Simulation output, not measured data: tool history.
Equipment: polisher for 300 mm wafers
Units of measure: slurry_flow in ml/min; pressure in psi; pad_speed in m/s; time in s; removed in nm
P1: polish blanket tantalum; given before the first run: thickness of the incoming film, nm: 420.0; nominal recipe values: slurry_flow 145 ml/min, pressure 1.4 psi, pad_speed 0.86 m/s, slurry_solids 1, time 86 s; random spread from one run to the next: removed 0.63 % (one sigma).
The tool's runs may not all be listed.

{"run": 1, "day": 0.538, "slurry_flow": 145, "pressure": 1.4, "pad_speed": 0.86, "slurry_solids": 1, "time": 86, "removed": 70.629}
{"run": 2, "day": 1.296, "slurry_flow": 145, "pressure": 1.4, "pad_speed": 0.86, "slurry_solids": 1, "time": 86, "removed": 70.184}
{"run": 3, "day": 1.996, "slurry_flow": 145, "pressure": 1.4, "pad_speed": 0.86, "slurry_solids": 0.7, "time": 86, "removed": 63.162}
{"run": 4, "day": 2.758, "slurry_flow": 145, "pressure": 1.4, "pad_speed": 1.36, "slurry_solids": 1, "time": 86, "removed": 110.23}
{"run": 5, "day": 3.392, "slurry_flow": 145, "pressure": 1.4, "pad_speed": 0.86, "slurry_solids": 1.25, "time": 86, "removed": 74.11}
{"run": 6, "day": 3.821, "slurry_flow": 85, "pressure": 1.4, "pad_speed": 0.86, "slurry_solids": 1, "time": 86, "removed": 62.172}
{"run": 7, "day": 4.533, "slurry_flow": 145, "pressure": 1.4, "pad_speed": 0.6, "slurry_solids": 1, "time": 86, "removed": 49.013}
{"run": 8, "day": 5.196, "slurry_flow": 145, "pressure": 1.9, "pad_speed": 0.86, "slurry_solids": 0.7, "time": 86, "removed": 84.982}
{"run": 9, "day": 5.933, "slurry_flow": 145, "pressure": 0.9, "pad_speed": 0.86, "slurry_solids": 1, "time": 86, "removed": 44.878}
{"run": 10, "day": 6.533, "slurry_flow": 210, "pressure": 1.4, "pad_speed": 0.86, "slurry_solids": 1, "time": 86, "removed": 74.874}
{"run": 11, "day": 7.254, "slurry_flow": 145, "pressure": 1.4, "pad_speed": 0.86, "slurry_solids": 1, "time": 86, "removed": 71.327}
{"run": 12, "day": 7.704, "slurry_flow": 145, "pressure": 1.4, "pad_speed": 0.86, "slurry_solids": 1, "time": 86, "removed": 70.286}
{"day": 8.033, "done": "slurry nozzle cleaned"}
{"run": 13, "day": 8.179, "slurry_flow": 145, "pressure": 2.1, "pad_speed": 0.86, "slurry_solids": 1, "time": 86, "removed": 105.71}
{"run": 14, "day": 8.6, "slurry_flow": 145, "pressure": 1.4, "pad_speed": 0.86, "slurry_solids": 1, "time": 86, "removed": 70.706}
{"run": 15, "day": 9.342, "slurry_flow": 90, "pressure": 1.4, "pad_speed": 0.48, "slurry_solids": 1, "time": 86, "removed": 34.917}
{"run": 16, "day": 9.808, "slurry_flow": 145, "pressure": 1.4, "pad_speed": 0.86, "slurry_solids": 1, "time": 124, "removed": 101.07}
{"run": 17, "day": 10.342, "slurry_flow": 145, "pressure": 1.4, "pad_speed": 0.86, "slurry_solids": 1, "time": 49, "removed": 39.946}
{"run": 18, "day": 10.979, "slurry_flow": 145, "pressure": 1.4, "pad_speed": 0.86, "slurry_solids": 1, "time": 86, "removed": 70.053}
{"run": 19, "day": 11.742, "slurry_flow": 145, "pressure": 1.4, "pad_speed": 0.86, "slurry_solids": 1, "time": 86, "removed": 68.081}
{"run": 20, "day": 12.267, "slurry_flow": 145, "pressure": 1.4, "pad_speed": 0.86, "slurry_solids": 1, "time": 86, "removed": 66.224}
{"run": 21, "day": 13.054, "slurry_flow": 145, "pressure": 1.4, "pad_speed": 0.86, "slurry_solids": 1, "time": 86, "removed": 66.942}
{"run": 22, "day": 13.579, "slurry_flow": 145, "pressure": 1.4, "pad_speed": 0.86, "slurry_solids": 1, "time": 86, "removed": 65.758}
{"day": 13.879, "done": "head pressure recalibrated"}
{"run": 23, "day": 14.167, "slurry_flow": 145, "pressure": 1.4, "pad_speed": 0.86, "slurry_solids": 1, "time": 86, "removed": 65.42}
{"run": 24, "day": 14.958, "slurry_flow": 145, "pressure": 1.4, "pad_speed": 0.86, "slurry_solids": 1, "time": 86, "removed": 64.65}
{"day": 15.538, "done": "slurry blender recalibrated"}
{"run": 25, "day": 15.667, "slurry_flow": 145, "pressure": 1.4, "pad_speed": 0.86, "slurry_solids": 1, "time": 86, "removed": 63.769}
{"run": 26, "day": 16.075, "slurry_flow": 145, "pressure": 1.4, "pad_speed": 0.86, "slurry_solids": 1, "time": 86, "removed": 64.207}
{"run": 27, "day": 16.842, "slurry_flow": 145, "pressure": 1.4, "pad_speed": 0.86, "slurry_solids": 1, "time": 86, "removed": 64.66}
{"run": 28, "day": 17.475, "slurry_flow": 145, "pressure": 1.4, "pad_speed": 0.86, "slurry_solids": 1, "time": 86, "removed": 64.668}
{"run": 29, "day": 17.921, "slurry_flow": 145, "pressure": 1.4, "pad_speed": 0.86, "slurry_solids": 1, "time": 86, "removed": 63.646}

What P1 gives has crept off from where it sat before. The 2 causes that follow fit the log equally well, each at the size noted:
A: slurry flow missing at the pad, % = 34.2
B: removal rate lost through wear of the pad, % = 8.78
The onset of the drift is placed at about day 10.979.
Why every other cause is out:
head's pressure below its setpoint, %: serviced at day 13.879, after the drift had started, without restoring the earlier output
abrasive missing from the slurry, %: serviced at day 15.538, after the drift had started, without restoring the earlier output

The check runs listed below each take one wafer, and their results are still question marks. Under which run would the listed causes lead to clearly different results?
{"run": "check 1", "day": 18.367, "slurry_flow": 145, "pressure": 1.4, "pad_speed": 1.06, "slurry_solids": 1, "time": 86, "removed": "?"}
{"run": "check 2", "day": 18.367, "slurry_flow": 85, "pressure": 1.4, "pad_speed": 0.86, "slurry_solids": 1, "time": 54, "removed": "?"}
{"run": "check 3", "day": 18.367, "slurry_flow": 145, "pressure": 2.1, "pad_speed": 0.86, "slurry_solids": 1, "time": 86, "removed": "?"}
{"run": "check 4", "day": 18.367, "slurry_flow": 145, "pressure": 1.4, "pad_speed": 1.28, "slurry_solids": 1, "time": 86, "removed": "?"}

Outcome of each check run for each possible cause:
check=check_1 result=removed if_A=79.127 if_B=79.117
check=check_2 result=removed if_A=33.756 if_B=35.615
check=check_3 result=removed if_A=96.296 if_B=96.284
check=check_4 result=removed if_A=95.55 if_B=95.538
Per check, the gap between the least separated pair of causes, taken in the result that splits them most: check 1 0.01 %; check 2 5.36 %; check 3 0.01 %; check 4 0.01 %
The other checks would show nearly matching results whichever cause is true, so check 2 is the only one that separates the causes.

Here is what check 2 returned: removed 35.555 nm. Which cause is it?

Of the candidate causes, it is B: removal rate lost through wear of the pad, %.
